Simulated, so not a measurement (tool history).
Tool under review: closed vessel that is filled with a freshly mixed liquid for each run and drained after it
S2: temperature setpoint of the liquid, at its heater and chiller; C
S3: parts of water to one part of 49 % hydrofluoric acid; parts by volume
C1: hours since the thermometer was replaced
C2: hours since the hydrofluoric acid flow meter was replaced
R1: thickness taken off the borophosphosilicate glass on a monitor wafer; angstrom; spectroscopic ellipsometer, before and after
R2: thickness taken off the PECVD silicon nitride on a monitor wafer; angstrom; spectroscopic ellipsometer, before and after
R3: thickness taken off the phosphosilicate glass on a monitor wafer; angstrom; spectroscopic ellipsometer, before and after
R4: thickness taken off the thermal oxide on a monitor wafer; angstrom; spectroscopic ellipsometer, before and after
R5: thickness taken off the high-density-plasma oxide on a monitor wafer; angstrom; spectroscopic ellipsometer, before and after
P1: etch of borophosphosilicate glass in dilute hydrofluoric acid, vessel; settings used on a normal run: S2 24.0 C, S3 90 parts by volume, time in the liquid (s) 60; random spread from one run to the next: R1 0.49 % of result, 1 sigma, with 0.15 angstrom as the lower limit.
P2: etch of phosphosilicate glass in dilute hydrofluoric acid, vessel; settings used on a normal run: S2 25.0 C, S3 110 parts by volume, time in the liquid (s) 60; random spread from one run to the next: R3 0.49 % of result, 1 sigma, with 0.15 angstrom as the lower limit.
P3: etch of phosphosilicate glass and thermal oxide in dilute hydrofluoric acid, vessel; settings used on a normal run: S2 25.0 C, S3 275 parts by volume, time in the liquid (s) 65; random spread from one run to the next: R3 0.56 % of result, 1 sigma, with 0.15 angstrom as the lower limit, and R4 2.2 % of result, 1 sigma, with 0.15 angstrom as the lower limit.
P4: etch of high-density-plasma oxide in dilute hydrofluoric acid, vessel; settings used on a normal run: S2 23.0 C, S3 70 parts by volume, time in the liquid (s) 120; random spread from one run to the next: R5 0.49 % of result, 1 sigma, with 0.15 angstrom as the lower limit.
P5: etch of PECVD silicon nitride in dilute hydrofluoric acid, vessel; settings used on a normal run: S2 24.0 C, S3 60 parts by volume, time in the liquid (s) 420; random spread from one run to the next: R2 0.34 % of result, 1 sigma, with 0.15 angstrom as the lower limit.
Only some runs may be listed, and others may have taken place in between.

{"run": 1, "hour": 4.1, "process that ran": "P1", "S2": 24.0, "S3": 90, "time in the liquid (s)": 60, "C1": 1992.3, "C2": 850.0, "R1": 322.96}
{"run": 2, "hour": 7.3, "process that ran": "P5", "S2": 17.0, "S3": 60, "time in the liquid (s)": 420, "C1": 1995.5, "C2": 853.2, "R2": 235.89}
{"run": 3, "hour": 11.7, "process that ran": "P5", "S2": 24.0, "S3": 60, "time in the liquid (s)": 700, "C1": 1999.9, "C2": 857.6, "R2": 638.83}
{"run": 4, "hour": 14.6, "process that ran": "P2", "S2": 25.0, "S3": 110, "time in the liquid (s)": 30, "C1": 2002.8, "C2": 860.5, "R3": 167.37}
{"run": 5, "hour": 19.3, "process that ran": "P1", "S2": 24.0, "S3": 90, "time in the liquid (s)": 30, "C1": 2007.5, "C2": 865.2, "R1": 159.37}
{"run": 6, "hour": 24.5, "process that ran": "P5", "S2": 24.0, "S3": 60, "time in the liquid (s)": 420, "C1": 2012.7, "C2": 870.4, "R2": 385.47}
{"run": 7, "hour": 28.8, "process that ran": "P3", "S2": 25.0, "S3": 275, "time in the liquid (s)": 30, "C1": 2017.0, "C2": 874.7, "R3": 100.04, "R4": 4.1035}
{"run": 8, "hour": 33.1, "process that ran": "P1", "S2": 24.0, "S3": 90, "time in the liquid (s)": 60, "C1": 2021.3, "C2": 879.0, "R1": 318.25}
{"run": 9, "hour": 36.6, "process that ran": "P2", "S2": 25.0, "S3": 110, "time in the liquid (s)": 60, "C1": 2024.8, "C2": 882.5, "R3": 339.17}
{"run": 10, "hour": 39.0, "process that ran": "P5", "S2": 24.0, "S3": 60, "time in the liquid (s)": 420, "C1": 2027.2, "C2": 884.9, "R2": 384.81}
{"run": 11, "hour": 41.7, "process that ran": "P4", "S2": 23.0, "S3": 70, "time in the liquid (s)": 120, "C1": 2029.9, "C2": 887.6, "R5": 161.19}
{"run": 12, "hour": 44.4, "process that ran": "P3", "S2": 25.0, "S3": 275, "time in the liquid (s)": 65, "C1": 2032.6, "C2": 890.3, "R3": 218.14, "R4": 9.1671}
{"run": 13, "hour": 47.7, "process that ran": "P1", "S2": 27.5, "S3": 90, "time in the liquid (s)": 60, "C1": 2035.9, "C2": 893.6, "R1": 363.58}
{"hour": 48.4, "done": "hydrofluoric acid flow meter replaced"}
{"run": 14, "hour": 52.0, "process that ran": "P5", "S2": 24.0, "S3": 105, "time in the liquid (s)": 420, "C1": 2040.2, "C2": 3.7, "R2": 220.98}
{"run": 15, "hour": 55.7, "process that ran": "P2", "S2": 30.0, "S3": 110, "time in the liquid (s)": 60, "C1": 2043.9, "C2": 7.4, "R3": 408.45}
{"run": 16, "hour": 58.1, "process that ran": "P1", "S2": 24.0, "S3": 90, "time in the liquid (s)": 90, "C1": 2046.3, "C2": 9.8, "R1": 476.72}
{"run": 17, "hour": 60.7, "process that ran": "P1", "S2": 28.5, "S3": 155, "time in the liquid (s)": 60, "C1": 2048.9, "C2": 12.4, "R1": 201.84}
{"run": 18, "hour": 65.6, "process that ran": "P1", "S2": 24.0, "S3": 30, "time in the liquid (s)": 60, "C1": 2053.8, "C2": 17.3, "R1": 1041.2}
{"run": 19, "hour": 68.8, "process that ran": "P3", "S2": 25.0, "S3": 275, "time in the liquid (s)": 65, "C1": 2057.0, "C2": 20.5, "R3": 219.82, "R4": 9.2961}
{"run": 20, "hour": 72.2, "process that ran": "P2", "S2": 25.0, "S3": 40, "time in the liquid (s)": 60, "C1": 2060.4, "C2": 23.9, "R3": 1011.6}
{"run": 21, "hour": 76.9, "process that ran": "P2", "S2": 25.0, "S3": 110, "time in the liquid (s)": 60, "C1": 2065.1, "C2": 28.6, "R3": 337.53}
{"run": 22, "hour": 80.5, "process that ran": "P3", "S2": 25.0, "S3": 100, "time in the liquid (s)": 65, "C1": 2068.7, "C2": 32.2, "R3": 737.81, "R4": 28.842}
{"hour": 81.9, "done": "thermometer replaced"}
{"run": 23, "hour": 83.8, "process that ran": "P1", "S2": 19.5, "S3": 25, "time in the liquid (s)": 60, "C1": 2.0, "C2": 35.5, "R1": 1024.9}
{"run": 24, "hour": 88.4, "process that ran": "P1", "S2": 24.0, "S3": 130, "time in the liquid (s)": 60, "C1": 6.6, "C2": 40.1, "R1": 210.4}
{"run": 25, "hour": 91.7, "process that ran": "P4", "S2": 23.0, "S3": 110, "time in the liquid (s)": 120, "C1": 9.9, "C2": 43.4, "R5": 98.257}
{"run": 26, "hour": 95.0, "process that ran": "P4", "S2": 23.0, "S3": 70, "time in the liquid (s)": 230, "C1": 13.2, "C2": 46.7, "R5": 307.52}
{"run": 27, "hour": 99.8, "process that ran": "P1", "S2": 24.0, "S3": 90, "time in the liquid (s)": 60, "C1": 18.0, "C2": 51.5, "R1": 321.04}
{"run": 28, "hour": 103.6, "process that ran": "P1", "S2": 20.0, "S3": 90, "time in the liquid (s)": 60, "C1": 21.8, "C2": 55.3, "R1": 271.99}
{"run": 29, "hour": 108.7, "process that ran": "P1", "S2": 24.0, "S3": 155, "time in the liquid (s)": 90, "C1": 26.9, "C2": 60.4, "R1": 255.9}
{"run": 30, "hour": 113.4, "process that ran": "P1", "S2": 24.0, "S3": 90, "time in the liquid (s)": 60, "C1": 31.6, "C2": 65.1, "R1": 319.71}
{"run": 31, "hour": 115.7, "process that ran": "P4", "S2": 23.0, "S3": 70, "time in the liquid (s)": 120, "C1": 33.9, "C2": 67.4, "R5": 162.25}
{"run": 32, "hour": 119.8, "process that ran": "P4", "S2": 19.0, "S3": 70, "time in the liquid (s)": 120, "C1": 38.0, "C2": 71.5, "R5": 137.05}
{"run": 33, "hour": 124.0, "process that ran": "P1", "S2": 24.0, "S3": 90, "time in the liquid (s)": 60, "C1": 42.2, "C2": 75.7, "R1": 318.98}
{"run": 34, "hour": 128.1, "process that ran": "P3", "S2": 18.5, "S3": 275, "time in the liquid (s)": 65, "C1": 46.3, "C2": 79.8, "R3": 172.64, "R4": 7.3242}
{"run": 35, "hour": 131.9, "process that ran": "P1", "S2": 24.0, "S3": 90, "time in the liquid (s)": 60, "C1": 50.1, "C2": 83.6, "R1": 315.92}
{"run": 36, "hour": 135.8, "process that ran": "P1", "S2": 24.0, "S3": 90, "time in the liquid (s)": 60, "C1": 54.0, "C2": 87.5, "R1": 319.19}
{"run": 37, "hour": 138.3, "process that ran": "P1", "S2": 24.0, "S3": 90, "time in the liquid (s)": 60, "C1": 56.5, "C2": 90.0, "R1": 325.78}
{"run": 38, "hour": 143.2, "process that ran": "P1", "S2": 24.0, "S3": 90, "time in the liquid (s)": 60, "C1": 61.4, "C2": 94.9, "R1": 332.04}
{"run": 39, "hour": 148.1, "process that ran": "P1", "S2": 24.0, "S3": 90, "time in the liquid (s)": 60, "C1": 66.3, "C2": 99.8, "R1": 335.73}
{"run": 40, "hour": 153.3, "process that ran": "P1", "S2": 24.0, "S3": 90, "time in the liquid (s)": 60, "C1": 71.5, "C2": 105.0, "R1": 340.35}
{"run": 41, "hour": 155.7, "process that ran": "P1", "S2": 24.0, "S3": 90, "time in the liquid (s)": 60, "C1": 73.9, "C2": 107.4, "R1": 343.58}
{"run": 42, "hour": 160.0, "process that ran": "P1", "S2": 24.0, "S3": 90, "time in the liquid (s)": 60, "C1": 78.2, "C2": 111.7, "R1": 345.07}
{"run": 43, "hour": 163.3, "process that ran": "P1", "S2": 24.0, "S3": 90, "time in the liquid (s)": 60, "C1": 81.5, "C2": 115.0, "R1": 344.32}
{"run": 44, "hour": 166.8, "process that ran": "P1", "S2": 24.0, "S3": 90, "time in the liquid (s)": 60, "C1": 85.0, "C2": 118.5, "R1": 344.93}
{"run": 45, "hour": 169.7, "process that ran": "P1", "S2": 24.0, "S3": 90, "time in the liquid (s)": 60, "C1": 87.9, "C2": 121.4, "R1": 344.33}
{"run": 46, "hour": 173.1, "process that ran": "P1", "S2": 24.0, "S3": 90, "time in the liquid (s)": 60, "C1": 91.3, "C2": 124.8, "R1": 345.57}
{"run": 47, "hour": 177.7, "process that ran": "P1", "S2": 24.0, "S3": 90, "time in the liquid (s)": 60, "C1": 95.9, "C2": 129.4, "R1": 346.13}

The log shows P1 creeping away from where it was. Any of the 2 causes listed here, at the size stated for it, fits the log just as well as the others:
A: hydrofluoric acid flow above the setpoint (%) = 7.99
B: liquid hotter than its thermometer reads (K) = 2.16
The drift started at roughly hour 135.8.

4 check runs are offered, one wafer each, their results left as question marks. Which one tells the causes apart?
{"run": "check 1", "hour": 182.3, "process that ran": "P2", "S2": 29.0, "S3": 65, "time in the liquid (s)": 60, "R3": "?"}
{"run": "check 2", "hour": 182.3, "process that ran": "P5", "S2": 17.0, "S3": 100, "time in the liquid (s)": 420, "R2": "?"}
{"run": "check 3", "hour": 182.3, "process that ran": "P3", "S2": 25.0, "S3": 170, "time in the liquid (s)": 30, "R3": "?", "R4": "?"}
{"run": "check 4", "hour": 182.3, "process that ran": "P4", "S2": 23.0, "S3": 90, "time in the liquid (s)": 190, "R5": "?"}

Check results expected under each cause:
check=check_1 result=R3 if_A=769.70 if_B=769.36
check=check_2 result=R2 if_A=154.96 if_B=167.01
check=check_3 result=R3 if_A=200.78 if_B=198.45
check=check_3 result=R4 if_A=8.1988 if_B=8.1037
check=check_4 result=R5 if_A=212.030 if_B=212.260
Distance between the nearest two causes, measured in the result of the check that separates them most: check 1 0.04 %; check 2 7.49 %; check 3 1.17 %; check 4 0.11 %
Check 2 distinguishes between the causes, while the remaining checks would return nearly the same result for all of them.

Check 2 was carried out, with these results: R2 167.80 angstrom. Which of the listed causes is responsible?

The correct cause is B, namely: liquid hotter than its thermometer reads (K).

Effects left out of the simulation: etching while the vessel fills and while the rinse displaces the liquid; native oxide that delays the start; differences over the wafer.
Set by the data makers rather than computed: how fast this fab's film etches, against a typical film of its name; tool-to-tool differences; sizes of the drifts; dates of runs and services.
